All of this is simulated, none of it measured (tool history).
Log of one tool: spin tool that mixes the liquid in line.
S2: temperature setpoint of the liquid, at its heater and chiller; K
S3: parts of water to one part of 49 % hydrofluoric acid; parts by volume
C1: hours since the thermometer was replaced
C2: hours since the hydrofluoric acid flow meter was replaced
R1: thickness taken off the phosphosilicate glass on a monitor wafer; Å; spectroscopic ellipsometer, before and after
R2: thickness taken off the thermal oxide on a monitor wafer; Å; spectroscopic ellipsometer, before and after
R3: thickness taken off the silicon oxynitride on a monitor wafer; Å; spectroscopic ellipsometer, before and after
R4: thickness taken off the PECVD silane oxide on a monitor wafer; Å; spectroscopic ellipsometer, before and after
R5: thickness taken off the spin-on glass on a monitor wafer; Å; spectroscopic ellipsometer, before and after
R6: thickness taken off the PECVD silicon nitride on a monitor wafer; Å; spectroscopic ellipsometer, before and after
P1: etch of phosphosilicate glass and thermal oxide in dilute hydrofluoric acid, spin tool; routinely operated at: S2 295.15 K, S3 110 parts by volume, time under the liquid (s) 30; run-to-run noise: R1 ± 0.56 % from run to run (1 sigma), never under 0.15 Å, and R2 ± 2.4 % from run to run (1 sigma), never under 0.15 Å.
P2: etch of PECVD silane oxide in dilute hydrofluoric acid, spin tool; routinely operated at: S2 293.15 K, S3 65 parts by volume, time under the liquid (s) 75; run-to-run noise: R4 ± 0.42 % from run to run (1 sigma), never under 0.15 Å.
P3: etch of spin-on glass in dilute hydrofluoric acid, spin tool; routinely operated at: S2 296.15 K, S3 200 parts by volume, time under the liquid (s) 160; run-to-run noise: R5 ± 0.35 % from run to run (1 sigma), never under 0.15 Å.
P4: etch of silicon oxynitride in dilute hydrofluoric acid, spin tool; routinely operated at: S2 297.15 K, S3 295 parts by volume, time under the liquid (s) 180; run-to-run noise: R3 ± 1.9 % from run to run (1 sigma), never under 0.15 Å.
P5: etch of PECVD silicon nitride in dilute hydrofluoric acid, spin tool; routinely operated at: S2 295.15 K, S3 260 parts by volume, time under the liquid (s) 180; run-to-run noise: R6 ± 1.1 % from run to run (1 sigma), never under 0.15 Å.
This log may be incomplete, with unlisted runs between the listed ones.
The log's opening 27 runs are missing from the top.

run 28 day=9.942 | process_that_ran=P3 S2=296.15 S3=200 time_under_the_liquid_(s)=160 | C1=1031.6 C2=1290.8 | R5=209.27
run 29 day=10.346 | process_that_ran=P5 S2=295.15 S3=260 time_under_the_liquid_(s)=180 | C1=1041.3 C2=1300.5 | R6=25.930
run 30 day=10.604 | process_that_ran=P1 S2=295.15 S3=110 time_under_the_liquid_(s)=30 | C1=1047.5 C2=1306.7 | R1=485.51 R2=12.0650
run 31 day=10.975 | process_that_ran=P1 S2=295.15 S3=110 time_under_the_liquid_(s)=30 | C1=1056.4 C2=1315.6 | R1=502.21 R2=12.2160
run 32 day=11.233 | process_that_ran=P1 S2=295.15 S3=110 time_under_the_liquid_(s)=30 | C1=1062.6 C2=1321.8 | R1=511.11 R2=12.2520
run 33 day=11.479 | process_that_ran=P1 S2=295.15 S3=110 time_under_the_liquid_(s)=30 | C1=1068.5 C2=1327.7 | R1=518.51 R2=12.8350
run 34 day=12.017 | process_that_ran=P1 S2=295.15 S3=110 time_under_the_liquid_(s)=30 | C1=1081.4 C2=1340.6 | R1=529.98 R2=12.9190
run 35 day=12.454 | process_that_ran=P1 S2=295.15 S3=110 time_under_the_liquid_(s)=30 | C1=1091.9 C2=1351.1 | R1=531.65 R2=12.2200
run 36 day=12.992 | process_that_ran=P1 S2=295.15 S3=110 time_under_the_liquid_(s)=30 | C1=1104.8 C2=1364.0 | R1=531.56 R2=12.7170

Forecast run 37:
run 37 day=13.496 | process_that_ran=P1 S2=295.15 S3=110 time_under_the_liquid_(s)=30 | C1=1116.9 C2=1376.1 | R1=? R2=?

{"run 37": {"R1": 533.4, "R2": 12.686}}
